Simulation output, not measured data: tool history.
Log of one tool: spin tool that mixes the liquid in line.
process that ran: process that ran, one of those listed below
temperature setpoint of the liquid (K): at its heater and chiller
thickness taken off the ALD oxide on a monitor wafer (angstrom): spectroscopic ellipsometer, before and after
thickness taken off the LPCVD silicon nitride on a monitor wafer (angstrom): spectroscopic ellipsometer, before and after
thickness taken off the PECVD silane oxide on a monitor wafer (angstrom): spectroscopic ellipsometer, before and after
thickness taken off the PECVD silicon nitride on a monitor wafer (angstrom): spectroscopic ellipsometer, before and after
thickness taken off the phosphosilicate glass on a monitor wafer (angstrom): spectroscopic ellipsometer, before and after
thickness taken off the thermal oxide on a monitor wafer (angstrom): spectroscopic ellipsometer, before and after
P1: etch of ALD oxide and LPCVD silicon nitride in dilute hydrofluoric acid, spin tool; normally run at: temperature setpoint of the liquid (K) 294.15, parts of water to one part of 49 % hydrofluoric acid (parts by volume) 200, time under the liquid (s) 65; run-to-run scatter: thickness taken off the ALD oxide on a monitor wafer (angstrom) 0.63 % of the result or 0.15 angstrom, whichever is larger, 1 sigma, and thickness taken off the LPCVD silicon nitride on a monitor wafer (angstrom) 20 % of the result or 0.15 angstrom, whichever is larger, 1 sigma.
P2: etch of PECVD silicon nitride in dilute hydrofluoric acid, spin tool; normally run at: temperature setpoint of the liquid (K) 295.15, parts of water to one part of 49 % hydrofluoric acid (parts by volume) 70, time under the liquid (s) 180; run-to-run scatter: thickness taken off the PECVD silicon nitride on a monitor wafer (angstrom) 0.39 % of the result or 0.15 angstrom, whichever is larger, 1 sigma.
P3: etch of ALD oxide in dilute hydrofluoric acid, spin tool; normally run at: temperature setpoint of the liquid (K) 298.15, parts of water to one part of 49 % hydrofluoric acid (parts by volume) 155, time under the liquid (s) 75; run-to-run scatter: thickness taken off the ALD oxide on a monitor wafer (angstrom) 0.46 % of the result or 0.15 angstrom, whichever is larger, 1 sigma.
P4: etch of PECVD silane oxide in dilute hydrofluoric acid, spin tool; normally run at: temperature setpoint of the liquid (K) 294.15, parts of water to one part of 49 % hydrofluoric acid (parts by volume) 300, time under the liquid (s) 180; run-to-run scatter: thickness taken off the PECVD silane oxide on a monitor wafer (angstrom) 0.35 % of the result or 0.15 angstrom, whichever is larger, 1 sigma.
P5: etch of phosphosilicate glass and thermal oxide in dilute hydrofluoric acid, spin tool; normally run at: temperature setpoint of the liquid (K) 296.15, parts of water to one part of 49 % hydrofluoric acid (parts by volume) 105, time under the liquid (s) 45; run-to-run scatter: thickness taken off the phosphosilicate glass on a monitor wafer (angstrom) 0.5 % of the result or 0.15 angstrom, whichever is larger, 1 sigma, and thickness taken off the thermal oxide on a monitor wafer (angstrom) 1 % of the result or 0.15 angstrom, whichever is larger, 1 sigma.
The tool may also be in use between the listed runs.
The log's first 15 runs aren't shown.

run	hour	process that ran	temperature setpoint of the liquid (K)	parts of water to one part of 49 % hydrofluoric acid (parts by volume)	time under the liquid (s)	hours since the thermometer was replaced	hours since the hydrofluoric acid flow meter was replaced	thickness taken off the ALD oxide on a monitor wafer (angstrom)	thickness taken off the LPCVD silicon nitride on a monitor wafer (angstrom)	thickness taken off the PECVD silane oxide on a monitor wafer (angstrom)	thickness taken off the PECVD silicon nitride on a monitor wafer (angstrom)	thickness taken off the phosphosilicate glass on a monitor wafer (angstrom)	thickness taken off the thermal oxide on a monitor wafer (angstrom)
16	50.7	P1	299.15	200	65	732	629.2	56.922	1.3927				
17	54.7	P5	296.15	105	45	736	633.2					443.69	19.852
18	58	P1	294.15	200	35	739.3	636.5	25.293	0.70281				
19	62	P3	298.15	60	75	743.3	640.5	169.85					
20	64.1	P1	294.15	200	65	745.4	642.6	47.284	0.92672				
21	68.2	P3	298.15	155	75	749.5	646.7	58.191					
22	71	P5	296.15	105	15	752.3	649.5					148.8	7.1413
23	74.1	P5	296.15	105	45	755.4	652.6					449.87	20.205
24	76.7	P1	294.15	65	65	758	655.2	168.57	5.8528				
25	80.6	P1	294.15	200	115	761.9	659.1	82.987	1.7769				
26	83.8	P2	295.15	70	180	765.1	662.3				60.047		
27	85.9	P4	294.15	300	100	767.2	664.4			47.576			
28	89	P1	294.15	200	65	770.3	667.5	47.256	0.75889				
29	91.7	P5	296.15	25	45	773	670.2					2098.8	93.462
30	94	P1	294.15	200	65	775.3	672.5	47.071	1.0151				
31	96.8	P1	294.15	200	65	778.1	675.3	46.575	1.0622				

The next listed run, before its measurement:
32	100.5	P1	294.15	200	65	781.8	679	?	?				

Run 32 gave thickness taken off the ALD oxide on a monitor wafer (angstrom) 45.166, thickness taken off the LPCVD silicon nitride on a monitor wafer (angstrom) 1.4912.

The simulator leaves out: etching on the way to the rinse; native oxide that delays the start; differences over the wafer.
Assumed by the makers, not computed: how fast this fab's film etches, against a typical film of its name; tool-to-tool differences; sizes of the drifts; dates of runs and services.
